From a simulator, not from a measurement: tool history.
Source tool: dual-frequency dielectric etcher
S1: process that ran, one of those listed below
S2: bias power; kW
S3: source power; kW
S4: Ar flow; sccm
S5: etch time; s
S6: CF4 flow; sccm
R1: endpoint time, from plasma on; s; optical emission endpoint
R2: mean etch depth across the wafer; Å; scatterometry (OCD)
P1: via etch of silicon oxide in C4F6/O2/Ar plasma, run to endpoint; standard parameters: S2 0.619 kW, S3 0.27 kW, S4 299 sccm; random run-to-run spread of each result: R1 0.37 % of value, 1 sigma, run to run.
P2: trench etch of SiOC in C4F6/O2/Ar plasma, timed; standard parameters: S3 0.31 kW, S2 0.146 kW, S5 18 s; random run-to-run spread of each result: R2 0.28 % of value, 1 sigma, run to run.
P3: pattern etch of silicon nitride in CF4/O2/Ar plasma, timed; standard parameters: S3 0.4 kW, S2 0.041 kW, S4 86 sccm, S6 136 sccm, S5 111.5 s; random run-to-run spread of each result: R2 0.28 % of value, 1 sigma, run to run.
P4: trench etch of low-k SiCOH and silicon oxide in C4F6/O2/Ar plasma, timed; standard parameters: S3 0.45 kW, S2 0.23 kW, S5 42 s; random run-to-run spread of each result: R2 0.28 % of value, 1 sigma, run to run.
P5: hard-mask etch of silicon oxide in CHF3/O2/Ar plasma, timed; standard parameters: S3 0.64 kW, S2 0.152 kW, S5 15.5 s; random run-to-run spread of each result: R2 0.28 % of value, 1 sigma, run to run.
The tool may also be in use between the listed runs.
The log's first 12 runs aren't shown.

run,day,S1,S2,S3,S4,S5,S6,R1,R2
13,3.312,P3,0.041,0.4,86,111.5,136,,1748.7
14,3.604,P5,0.152,0.64,,23,,,438.59
15,3.825,P3,0.041,0.4,86,143,136,,2234.2
16,3.996,P3,0.041,0.29,86,111.5,136,,1319.3
17,4.3,P1,0.619,0.35,299,,,27.102,
18,4.558,P1,0.619,0.27,299,,,29.631,
19,4.729,P2,0.094,0.31,,18,,,279.49
20,4.946,P2,0.146,0.31,,18,,,315.84
21,5.2,P3,0.05,0.4,86,111.5,136,,1878.3
22,5.458,P2,0.146,0.31,,26.5,,,470.35

The next listed run, before its measurement:
23,5.633,P4,0.23,0.45,,42,,,?

R2: 1593.7 Å

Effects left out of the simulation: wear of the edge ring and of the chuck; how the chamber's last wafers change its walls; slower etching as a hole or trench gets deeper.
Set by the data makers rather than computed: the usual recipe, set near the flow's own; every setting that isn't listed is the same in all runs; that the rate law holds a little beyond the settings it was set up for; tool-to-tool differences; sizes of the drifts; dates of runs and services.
